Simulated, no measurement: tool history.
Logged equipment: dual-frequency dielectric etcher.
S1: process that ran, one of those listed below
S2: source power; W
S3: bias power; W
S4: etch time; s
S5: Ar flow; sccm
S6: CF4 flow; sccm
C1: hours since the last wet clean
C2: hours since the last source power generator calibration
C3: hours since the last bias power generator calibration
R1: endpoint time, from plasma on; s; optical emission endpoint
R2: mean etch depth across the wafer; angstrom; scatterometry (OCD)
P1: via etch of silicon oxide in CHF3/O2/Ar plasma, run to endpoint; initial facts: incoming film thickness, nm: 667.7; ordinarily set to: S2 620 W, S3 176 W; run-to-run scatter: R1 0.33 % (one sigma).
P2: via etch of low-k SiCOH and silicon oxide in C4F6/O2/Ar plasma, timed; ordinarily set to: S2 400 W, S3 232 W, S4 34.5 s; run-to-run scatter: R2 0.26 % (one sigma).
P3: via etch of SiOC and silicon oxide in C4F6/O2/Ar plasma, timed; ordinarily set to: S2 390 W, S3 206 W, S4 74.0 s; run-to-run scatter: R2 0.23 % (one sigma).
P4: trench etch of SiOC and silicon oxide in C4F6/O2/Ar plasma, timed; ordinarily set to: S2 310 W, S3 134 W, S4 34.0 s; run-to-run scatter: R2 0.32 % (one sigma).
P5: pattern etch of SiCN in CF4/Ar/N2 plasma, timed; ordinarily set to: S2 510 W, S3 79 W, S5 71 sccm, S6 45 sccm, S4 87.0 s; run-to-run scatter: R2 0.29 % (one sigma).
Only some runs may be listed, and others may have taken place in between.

{"run": 1, "hour": 10.6, "S1": "P1", "S2": 620, "S3": 176, "C1": 117.7, "C2": 556.0, "C3": 1843.7, "R1": 332.18}
{"run": 2, "hour": 15.9, "S1": "P4", "S2": 310, "S3": 134, "S4": 34.0, "C1": 123.0, "C2": 561.3, "C3": 1849.0, "R2": 568.8}
{"run": 3, "hour": 23.7, "S1": "P1", "S2": 620, "S3": 176, "C1": 130.8, "C2": 569.1, "C3": 1856.8, "R1": 332.06}
{"run": 4, "hour": 31.3, "S1": "P5", "S2": 510, "S3": 79, "S4": 87.0, "S5": 71, "S6": 45, "C1": 138.4, "C2": 576.7, "C3": 1864.4, "R2": 837.32}
{"run": 5, "hour": 41.3, "S1": "P1", "S2": 620, "S3": 176, "C1": 148.4, "C2": 586.7, "C3": 1874.4, "R1": 331.69}
{"run": 6, "hour": 50.4, "S1": "P2", "S2": 520, "S3": 232, "S4": 34.5, "C1": 157.5, "C2": 595.8, "C3": 1883.5, "R2": 981.26}
{"run": 7, "hour": 57.2, "S1": "P1", "S2": 440, "S3": 176, "C1": 164.3, "C2": 602.6, "C3": 1890.3, "R1": 380.05}
{"run": 8, "hour": 66.9, "S1": "P4", "S2": 310, "S3": 134, "S4": 49.0, "C1": 174.0, "C2": 612.3, "C3": 1900.0, "R2": 818.58}
{"run": 9, "hour": 76.3, "S1": "P3", "S2": 390, "S3": 206, "S4": 56.5, "C1": 183.4, "C2": 621.7, "C3": 1909.4, "R2": 658.07}
{"run": 10, "hour": 84.5, "S1": "P4", "S2": 210, "S3": 134, "S4": 34.0, "C1": 191.6, "C2": 629.9, "C3": 1917.6, "R2": 490.71}
{"run": 11, "hour": 92.7, "S1": "P1", "S2": 620, "S3": 176, "C1": 199.8, "C2": 638.1, "C3": 1925.8, "R1": 333.11}
{"run": 12, "hour": 97.5, "S1": "P5", "S2": 510, "S3": 79, "S4": 87.0, "S5": 86, "S6": 45, "C1": 204.6, "C2": 642.9, "C3": 1930.6, "R2": 810.93}
{"hour": 100.1, "done": "wet clean of the chamber"}
{"run": 13, "hour": 104.0, "S1": "P3", "S2": 390, "S3": 206, "S4": 74.0, "C1": 4.0, "C2": 649.4, "C3": 1937.1, "R2": 862.21}
{"run": 14, "hour": 111.3, "S1": "P5", "S2": 340, "S3": 79, "S4": 87.0, "S5": 71, "S6": 45, "C1": 11.3, "C2": 656.7, "C3": 1944.4, "R2": 585.29}
{"run": 15, "hour": 120.5, "S1": "P1", "S2": 620, "S3": 229, "C1": 20.5, "C2": 665.9, "C3": 1953.6, "R1": 304.25}
{"run": 16, "hour": 128.3, "S1": "P1", "S2": 620, "S3": 112, "C1": 28.3, "C2": 673.7, "C3": 1961.4, "R1": 383.34}
{"run": 17, "hour": 133.2, "S1": "P2", "S2": 400, "S3": 232, "S4": 23.0, "C1": 33.2, "C2": 678.6, "C3": 1966.3, "R2": 591.04}
{"run": 18, "hour": 138.4, "S1": "P1", "S2": 850, "S3": 221, "C1": 38.4, "C2": 683.8, "C3": 1971.5, "R1": 272.74}
{"run": 19, "hour": 143.2, "S1": "P4", "S2": 310, "S3": 161, "S4": 34.0, "C1": 43.2, "C2": 688.6, "C3": 1976.3, "R2": 599.76}
{"run": 20, "hour": 150.1, "S1": "P1", "S2": 780, "S3": 176, "C1": 50.1, "C2": 695.5, "C3": 1983.2, "R1": 304.34}
{"run": 21, "hour": 158.8, "S1": "P5", "S2": 510, "S3": 79, "S4": 87.0, "S5": 71, "S6": 61, "C1": 58.8, "C2": 704.2, "C3": 1991.9, "R2": 872.77}
{"run": 22, "hour": 166.4, "S1": "P3", "S2": 540, "S3": 206, "S4": 74.0, "C1": 66.4, "C2": 711.8, "C3": 1999.5, "R2": 980.36}
{"run": 23, "hour": 171.7, "S1": "P5", "S2": 510, "S3": 51, "S4": 87.0, "S5": 71, "S6": 45, "C1": 71.7, "C2": 717.1, "C3": 2004.8, "R2": 722.65}
{"run": 24, "hour": 178.4, "S1": "P1", "S2": 620, "S3": 176, "C1": 78.4, "C2": 723.8, "C3": 2011.5, "R1": 329.39}
{"run": 25, "hour": 186.3, "S1": "P5", "S2": 510, "S3": 79, "S4": 115.5, "S5": 71, "S6": 45, "C1": 86.3, "C2": 731.7, "C3": 2019.4, "R2": 1102.9}
{"run": 26, "hour": 197.3, "S1": "P4", "S2": 310, "S3": 134, "S4": 34.0, "C1": 97.3, "C2": 742.7, "C3": 2030.4, "R2": 567.21}
{"run": 27, "hour": 205.6, "S1": "P2", "S2": 400, "S3": 163, "S4": 34.5, "C1": 105.6, "C2": 751.0, "C3": 2038.7, "R2": 790.38}
{"run": 28, "hour": 216.0, "S1": "P2", "S2": 400, "S3": 232, "S4": 34.5, "C1": 116.0, "C2": 761.4, "C3": 2049.1, "R2": 885.23}
{"run": 29, "hour": 223.0, "S1": "P3", "S2": 390, "S3": 130, "S4": 74.0, "C1": 123.0, "C2": 768.4, "C3": 2056.1, "R2": 746.95}
{"run": 30, "hour": 227.9, "S1": "P3", "S2": 390, "S3": 206, "S4": 74.0, "C1": 127.9, "C2": 773.3, "C3": 2061.0, "R2": 862.37}
{"run": 31, "hour": 234.1, "S1": "P1", "S2": 620, "S3": 176, "C1": 134.1, "C2": 779.5, "C3": 2067.2, "R1": 332.54}
{"run": 32, "hour": 239.5, "S1": "P1", "S2": 620, "S3": 176, "C1": 139.5, "C2": 784.9, "C3": 2072.6, "R1": 334.36}
{"run": 33, "hour": 247.9, "S1": "P1", "S2": 620, "S3": 176, "C1": 147.9, "C2": 793.3, "C3": 2081.0, "R1": 334.97}
{"run": 34, "hour": 253.5, "S1": "P1", "S2": 620, "S3": 176, "C1": 153.5, "C2": 798.9, "C3": 2086.6, "R1": 334.36}
{"run": 35, "hour": 261.0, "S1": "P1", "S2": 620, "S3": 176, "C1": 161.0, "C2": 806.4, "C3": 2094.1, "R1": 334.85}
{"run": 36, "hour": 269.6, "S1": "P1", "S2": 620, "S3": 176, "C1": 169.6, "C2": 815.0, "C3": 2102.7, "R1": 337.68}

What does the tool deliver on the next run?
{"run": 37, "hour": 280.6, "S1": "P1", "S2": 620, "S3": 176, "C1": 180.6, "C2": 826.0, "C3": 2113.7, "R1": "?"}

{"run 37": {"R1": 336.35}}

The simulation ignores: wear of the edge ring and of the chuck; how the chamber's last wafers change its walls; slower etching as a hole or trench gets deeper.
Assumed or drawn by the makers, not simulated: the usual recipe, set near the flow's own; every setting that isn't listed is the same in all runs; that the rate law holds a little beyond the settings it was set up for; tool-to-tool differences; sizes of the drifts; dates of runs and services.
